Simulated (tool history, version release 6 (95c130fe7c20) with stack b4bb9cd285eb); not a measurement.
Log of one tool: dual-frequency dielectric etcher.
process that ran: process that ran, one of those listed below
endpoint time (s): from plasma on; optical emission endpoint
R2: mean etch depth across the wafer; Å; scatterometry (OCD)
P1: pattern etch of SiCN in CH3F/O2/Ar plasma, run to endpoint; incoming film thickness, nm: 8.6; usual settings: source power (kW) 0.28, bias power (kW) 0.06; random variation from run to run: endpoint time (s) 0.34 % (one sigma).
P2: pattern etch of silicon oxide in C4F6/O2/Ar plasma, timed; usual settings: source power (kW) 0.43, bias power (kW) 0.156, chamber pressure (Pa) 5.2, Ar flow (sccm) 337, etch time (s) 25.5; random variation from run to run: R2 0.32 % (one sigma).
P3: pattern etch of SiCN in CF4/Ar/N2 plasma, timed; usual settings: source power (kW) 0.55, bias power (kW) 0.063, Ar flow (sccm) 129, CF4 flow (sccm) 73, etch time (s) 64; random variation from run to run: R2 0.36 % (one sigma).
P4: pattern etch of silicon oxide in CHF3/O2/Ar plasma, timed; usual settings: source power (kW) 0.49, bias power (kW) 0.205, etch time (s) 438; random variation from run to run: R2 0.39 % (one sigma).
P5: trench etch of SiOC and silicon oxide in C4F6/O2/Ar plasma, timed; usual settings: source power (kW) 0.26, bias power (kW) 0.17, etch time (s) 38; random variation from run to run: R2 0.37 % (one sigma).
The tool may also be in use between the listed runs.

run 1 hour=11.1 | process_that_ran=P1 source_power_(kW)=0.28 bias_power_(kW)=0.06 | endpoint_time_(s)=27.936
run 2 hour=19.7 | process_that_ran=P1 source_power_(kW)=0.28 bias_power_(kW)=0.06 | endpoint_time_(s)=27.967
run 3 hour=25.3 | process_that_ran=P1 source_power_(kW)=0.2 bias_power_(kW)=0.06 | endpoint_time_(s)=31.767
run 4 hour=36.8 | process_that_ran=P3 source_power_(kW)=0.55 bias_power_(kW)=0.063 Ar_flow_(sccm)=129 CF4_flow_(sccm)=99 etch_time_(s)=64 | R2=632.02
run 5 hour=48.6 | process_that_ran=P1 source_power_(kW)=0.28 bias_power_(kW)=0.06 | endpoint_time_(s)=27.964
run 6 hour=54.1 | process_that_ran=P1 source_power_(kW)=0.37 bias_power_(kW)=0.06 | endpoint_time_(s)=25.014
run 7 hour=60.8 | process_that_ran=P5 source_power_(kW)=0.26 bias_power_(kW)=0.17 etch_time_(s)=55.5 | R2=892.97
run 8 hour=70.8 | process_that_ran=P1 source_power_(kW)=0.28 bias_power_(kW)=0.06 | endpoint_time_(s)=27.959
run 9 hour=80.4 | process_that_ran=P4 source_power_(kW)=0.49 bias_power_(kW)=0.205 etch_time_(s)=438 | R2=8511.6
-- hour=86.8 bias power generator calibrated
run 10 hour=88.7 | process_that_ran=P1 source_power_(kW)=0.28 bias_power_(kW)=0.041 | endpoint_time_(s)=31.638
run 11 hour=96.1 | process_that_ran=P2 source_power_(kW)=0.43 bias_power_(kW)=0.156 Ar_flow_(sccm)=337 etch_time_(s)=25.5 chamber_pressure_(Pa)=5.2 | R2=752.67
run 12 hour=104.9 | process_that_ran=P3 source_power_(kW)=0.55 bias_power_(kW)=0.063 Ar_flow_(sccm)=129 CF4_flow_(sccm)=73 etch_time_(s)=84 | R2=785.3
run 13 hour=115.5 | process_that_ran=P3 source_power_(kW)=0.55 bias_power_(kW)=0.037 Ar_flow_(sccm)=129 CF4_flow_(sccm)=73 etch_time_(s)=64 | R2=507.05
run 14 hour=124.7 | process_that_ran=P2 source_power_(kW)=0.43 bias_power_(kW)=0.156 Ar_flow_(sccm)=416 etch_time_(s)=25.5 chamber_pressure_(Pa)=5.2 | R2=731.88
run 15 hour=130.2 | process_that_ran=P5 source_power_(kW)=0.26 bias_power_(kW)=0.17 etch_time_(s)=38 | R2=608.26
run 16 hour=135.8 | process_that_ran=P3 source_power_(kW)=0.55 bias_power_(kW)=0.063 Ar_flow_(sccm)=176 CF4_flow_(sccm)=73 etch_time_(s)=64 | R2=568.74
run 17 hour=142.2 | process_that_ran=P2 source_power_(kW)=0.43 bias_power_(kW)=0.156 Ar_flow_(sccm)=337 etch_time_(s)=25.5 chamber_pressure_(Pa)=7 | R2=724.98
run 18 hour=153.1 | process_that_ran=P5 source_power_(kW)=0.26 bias_power_(kW)=0.17 etch_time_(s)=38 | R2=613.47
run 19 hour=158.9 | process_that_ran=P4 source_power_(kW)=0.49 bias_power_(kW)=0.205 etch_time_(s)=438 | R2=8521.6
run 20 hour=169 | process_that_ran=P2 source_power_(kW)=0.43 bias_power_(kW)=0.156 Ar_flow_(sccm)=337 etch_time_(s)=25.5 chamber_pressure_(Pa)=5.2 | R2=749.03
run 21 hour=180.5 | process_that_ran=P1 source_power_(kW)=0.22 bias_power_(kW)=0.08 | endpoint_time_(s)=27.524
run 22 hour=188.6 | process_that_ran=P2 source_power_(kW)=0.43 bias_power_(kW)=0.156 Ar_flow_(sccm)=337 etch_time_(s)=34 chamber_pressure_(Pa)=5.2 | R2=1001.6
run 23 hour=194.5 | process_that_ran=P4 source_power_(kW)=0.49 bias_power_(kW)=0.275 etch_time_(s)=438 | R2=9540.6
run 24 hour=206.1 | process_that_ran=P1 source_power_(kW)=0.28 bias_power_(kW)=0.06 | endpoint_time_(s)=28
run 25 hour=212.6 | process_that_ran=P5 source_power_(kW)=0.19 bias_power_(kW)=0.17 etch_time_(s)=38 | R2=542.65
run 26 hour=224.1 | process_that_ran=P4 source_power_(kW)=0.29 bias_power_(kW)=0.205 etch_time_(s)=438 | R2=7049.8
run 27 hour=233.8 | process_that_ran=P5 source_power_(kW)=0.26 bias_power_(kW)=0.107 etch_time_(s)=38 | R2=528.93
run 28 hour=240.4 | process_that_ran=P4 source_power_(kW)=0.49 bias_power_(kW)=0.205 etch_time_(s)=657 | R2=12859
run 29 hour=247.9 | process_that_ran=P3 source_power_(kW)=0.55 bias_power_(kW)=0.063 Ar_flow_(sccm)=129 CF4_flow_(sccm)=73 etch_time_(s)=64 | R2=600.75
run 30 hour=258.6 | process_that_ran=P2 source_power_(kW)=0.56 bias_power_(kW)=0.156 Ar_flow_(sccm)=337 etch_time_(s)=25.5 chamber_pressure_(Pa)=5.2 | R2=833.1
run 31 hour=264.7 | process_that_ran=P1 source_power_(kW)=0.28 bias_power_(kW)=0.074 | endpoint_time_(s)=25.968
run 32 hour=276.5 | process_that_ran=P1 source_power_(kW)=0.28 bias_power_(kW)=0.06 | endpoint_time_(s)=27.734
run 33 hour=286.7 | process_that_ran=P2 source_power_(kW)=0.43 bias_power_(kW)=0.187 Ar_flow_(sccm)=337 etch_time_(s)=25.5 chamber_pressure_(Pa)=5.2 | R2=796.58
run 34 hour=298.5 | process_that_ran=P3 source_power_(kW)=0.66 bias_power_(kW)=0.063 Ar_flow_(sccm)=129 CF4_flow_(sccm)=73 etch_time_(s)=64 | R2=706.8
run 35 hour=306.8 | process_that_ran=P1 source_power_(kW)=0.28 bias_power_(kW)=0.06 | endpoint_time_(s)=27.832
run 36 hour=317.1 | process_that_ran=P1 source_power_(kW)=0.28 bias_power_(kW)=0.06 | endpoint_time_(s)=28.233
run 37 hour=326.8 | process_that_ran=P1 source_power_(kW)=0.28 bias_power_(kW)=0.06 | endpoint_time_(s)=28.29
run 38 hour=334.3 | process_that_ran=P1 source_power_(kW)=0.28 bias_power_(kW)=0.06 | endpoint_time_(s)=28.417
run 39 hour=341.9 | process_that_ran=P1 source_power_(kW)=0.28 bias_power_(kW)=0.06 | endpoint_time_(s)=28.36
run 40 hour=347.4 | process_that_ran=P1 source_power_(kW)=0.28 bias_power_(kW)=0.06 | endpoint_time_(s)=28.422
run 41 hour=357.8 | process_that_ran=P1 source_power_(kW)=0.28 bias_power_(kW)=0.06 | endpoint_time_(s)=28.254
-- hour=363.3 wet clean of the chamber
run 42 hour=367.6 | process_that_ran=P1 source_power_(kW)=0.28 bias_power_(kW)=0.06 | endpoint_time_(s)=28.426
run 43 hour=378.9 | process_that_ran=P1 source_power_(kW)=0.28 bias_power_(kW)=0.06 | endpoint_time_(s)=28.512
run 44 hour=389.6 | process_that_ran=P1 source_power_(kW)=0.28 bias_power_(kW)=0.06 | endpoint_time_(s)=28.484

What P1 gives has crept away from where it was. These 2 causes fit the log equally well, each at the size given:
A: bias power that arrives under what is set, % = 4.81
B: source power that arrives under what is set, % = 4.44
The creep began at about hour 306.8.
Why every other cause is out:
chamber walls in a state that lowers the etch rate, %: serviced at hour 363.3, which brought nothing back

4 check runs are offered, each on 2 wafers whose results are averaged, their results left as question marks. Which one tells the causes apart?
run check 1 hour=400.3 | process_that_ran=P4 source_power_(kW)=0.49 bias_power_(kW)=0.205 etch_time_(s)=438 | R2=?
run check 2 hour=400.3 | process_that_ran=P3 source_power_(kW)=0.55 bias_power_(kW)=0.063 Ar_flow_(sccm)=129 CF4_flow_(sccm)=73 etch_time_(s)=64 | R2=?
run check 3 hour=400.3 | process_that_ran=P2 source_power_(kW)=0.43 bias_power_(kW)=0.156 Ar_flow_(sccm)=337 etch_time_(s)=25.5 chamber_pressure_(Pa)=5.2 | R2=?
run check 4 hour=400.3 | process_that_ran=P5 source_power_(kW)=0.26 bias_power_(kW)=0.17 etch_time_(s)=38 | R2=?

What each check would give under each cause:
check=check_1 result=R2 if_A=8418.9 if_B=8418.7
check=check_2 result=R2 if_A=590.44 if_B=576.97
check=check_3 result=R2 if_A=740.74 if_B=738.55
check=check_4 result=R2 if_A=601.53 if_B=600.49
How far apart the two closest causes lie, in the result that separates them most: check 1 0 %; check 2 2.31 %; check 3 0.3 %; check 4 0.17 %
Check 2 tells the causes apart: in the others they would give nearly the same result.

Check 2 was then run and gave: R2 579.77 Å. Which cause is it?

It is B: source power that arrives under what is set, %.
